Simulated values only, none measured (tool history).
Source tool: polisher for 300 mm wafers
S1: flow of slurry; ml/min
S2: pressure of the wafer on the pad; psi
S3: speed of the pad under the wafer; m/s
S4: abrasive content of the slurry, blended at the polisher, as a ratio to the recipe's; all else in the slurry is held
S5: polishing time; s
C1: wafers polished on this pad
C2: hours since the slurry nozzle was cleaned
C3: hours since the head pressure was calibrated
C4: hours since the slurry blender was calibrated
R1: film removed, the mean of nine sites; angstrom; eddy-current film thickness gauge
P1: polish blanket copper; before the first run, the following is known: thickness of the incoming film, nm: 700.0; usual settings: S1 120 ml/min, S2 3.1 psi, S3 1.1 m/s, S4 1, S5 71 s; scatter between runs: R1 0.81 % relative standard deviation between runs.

run 1 day=0.4 | S1=120 S2=3.1 S3=1.1 S4=1 S5=71 | C1=777 C2=143.4 C3=155.8 C4=238.6 | R1=2168.2
run 2 day=1.142 | S1=120 S2=3.1 S3=1.1 S4=1.25 S5=71 | C1=877 C2=161.2 C3=173.6 C4=256.4 | R1=2288.6
run 3 day=1.792 | S1=120 S2=3.1 S3=1.1 S4=1 S5=71 | C1=965 C2=176.8 C3=189.2 C4=272 | R1=2179.9
run 4 day=2.179 | S1=120 S2=3.1 S3=1.7 S4=1 S5=71 | C1=1017 C2=186.1 C3=198.5 C4=281.3 | R1=3326.4
run 5 day=2.646 | S1=120 S2=4.7 S3=1.1 S4=1 S5=71 | C1=1080 C2=197.3 C3=209.7 C4=292.5 | R1=3237.6
run 6 day=3.271 | S1=120 S2=3.1 S3=0.78 S4=1 S5=71 | C1=1164 C2=212.3 C3=224.7 C4=307.5 | R1=1558
run 7 day=3.779 | S1=80 S2=3.1 S3=0.54 S4=1 S5=71 | C1=1233 C2=224.5 C3=236.9 C4=319.7 | R1=952.71
run 8 day=4.229 | S1=120 S2=3.1 S3=1.1 S4=1 S5=96 | C1=1294 C2=235.3 C3=247.7 C4=330.5 | R1=2918.9
run 9 day=4.8 | S1=120 S2=3.1 S3=1.1 S4=1 S5=71 | C1=1371 C2=249 C3=261.4 C4=344.2 | R1=2177.9
run 10 day=5.458 | S1=120 S2=3.1 S3=1.1 S4=1 S5=46 | C1=1459 C2=264.8 C3=277.2 C4=360 | R1=1403.2
run 11 day=5.817 | S1=120 S2=3.1 S3=1.1 S4=1 S5=71 | C1=1508 C2=273.4 C3=285.8 C4=368.6 | R1=2196.5
run 12 day=6.496 | S1=70 S2=3.1 S3=1.1 S4=1 S5=71 | C1=1599 C2=289.7 C3=302.1 C4=384.9 | R1=1866.2
run 13 day=6.912 | S1=175 S2=3.1 S3=1.1 S4=1 S5=71 | C1=1656 C2=299.7 C3=312.1 C4=394.9 | R1=2316.2
run 14 day=7.362 | S1=90 S2=3.1 S3=1.1 S4=0.65 S5=71 | C1=1716 C2=310.5 C3=322.9 C4=405.7 | R1=1835.4
run 15 day=8.021 | S1=120 S2=3.1 S3=1.1 S4=0.8 S5=38 | C1=1805 C2=326.3 C3=338.7 C4=421.5 | R1=1116.4
run 16 day=8.667 | S1=120 S2=3.1 S3=1.1 S4=1 S5=71 | C1=1892 C2=341.8 C3=354.2 C4=437 | R1=2178.5
run 17 day=9.225 | S1=120 S2=3.1 S3=1.1 S4=1 S5=71 | C1=1968 C2=355.2 C3=367.6 C4=450.4 | R1=2152.5
run 18 day=9.583 | S1=120 S2=1.4 S3=1.1 S4=1 S5=71 | C1=2016 C2=363.8 C3=376.2 C4=459 | R1=975.02
run 19 day=10.079 | S1=120 S2=3.1 S3=1.1 S4=0.6 S5=71 | C1=2083 C2=375.7 C3=388.1 C4=470.9 | R1=1970.1
run 20 day=10.829 | S1=120 S2=3.1 S3=1.1 S4=1 S5=71 | C1=2184 C2=393.7 C3=406.1 C4=488.9 | R1=2161.1
run 21 day=11.546 | S1=120 S2=3.1 S3=1.1 S4=1 S5=71 | C1=2281 C2=410.9 C3=423.3 C4=506.1 | R1=2067.9
run 22 day=12.308 | S1=120 S2=3.1 S3=1.1 S4=1 S5=71 | C1=2384 C2=429.2 C3=441.6 C4=524.4 | R1=2025.1

For run 23, what comes out?
run 23 day=12.675 | S1=120 S2=3.1 S3=1.1 S4=1 S5=71 | C1=2433 C2=438 C3=450.4 C4=533.2 | R1=?

{"run 23": {"R1": 1959.7}}
